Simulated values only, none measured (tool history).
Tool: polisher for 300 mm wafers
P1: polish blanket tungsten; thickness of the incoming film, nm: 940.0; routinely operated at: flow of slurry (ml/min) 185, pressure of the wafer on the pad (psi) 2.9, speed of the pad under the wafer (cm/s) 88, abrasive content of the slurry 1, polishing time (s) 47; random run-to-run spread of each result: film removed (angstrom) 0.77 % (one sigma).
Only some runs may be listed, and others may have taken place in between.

run,day,flow of slurry (ml/min),pressure of the wafer on the pad (psi),speed of the pad under the wafer (cm/s),abrasive content of the slurry,polishing time (s),wafers polished on this pad,hours since the slurry nozzle was cleaned,hours since the head pressure was calibrated,hours since the slurry blender was calibrated,hours since the slurry got fresh peroxide,film removed (angstrom)
1,0.288,185,2.9,88,1,47,619,95,857.9,190.1,36.4,1620.2
2,0.596,185,2.9,62,0.55,47,691,102.4,865.3,197.5,43.8,993.13
3,0.958,255,2.9,88,1,47,775,111.1,874,206.2,52.5,1670.8
4,1.217,185,2.9,88,1,47,835,117.3,880.2,212.4,58.7,1605.1
5,1.508,110,2.9,88,1,47,903,124.3,887.2,219.4,65.7,1451.8
6,1.767,185,2.9,88,1,47,963,130.5,893.4,225.6,71.9,1600.7
7,2.129,185,4.4,88,1,47,1047,139.2,902.1,234.3,80.6,2461.5
8,2.412,185,2.9,88,1,47,1113,146,908.9,241.1,87.4,1607.9
9,2.783,120,2.9,88,1,63,1199,154.9,917.8,250,96.3,2011.7
10,2.992,185,2.9,132,1,47,1247,159.9,922.8,255,101.3,2407.7
11,3.371,185,2.9,88,0.55,47,1335,169,931.9,264.1,110.4,1391.1
# day 3.467: slurry tank refilled with fresh slurry and peroxide
12,3.642,185,2.9,88,1,47,1398,175.5,938.4,270.6,4.2,1606.7
13,3.9,185,2.9,88,1,59,1458,181.7,944.6,276.8,10.4,2051.1
14,4.25,185,2.9,88,1,47,1540,190.1,953,285.2,18.8,1617.3
15,4.533,185,2.9,88,1,34,1605,196.9,959.8,292,25.6,1174.8
16,4.938,185,2.9,52,1,47,1699,206.6,969.5,301.7,35.3,968.05
# day 5.025: slurry blender recalibrated
17,5.192,185,2.9,88,1.35,47,1758,212.7,975.6,4,41.4,1743.3
18,5.421,185,1.9,88,1,47,1812,218.2,981.1,9.5,46.9,1063.4
19,5.788,185,2.9,88,1,47,1897,227,989.9,18.3,55.7,1588.7
20,6.004,185,2.9,130,0.55,47,1947,232.2,995.1,23.5,60.9,2083.2

Run 21 is up next; what results do you expect?
21,6.338,185,2.9,88,1,47,2024,240.2,1003.1,31.5,68.9,?

Run 21 yielded film removed (angstrom) 1614.9.
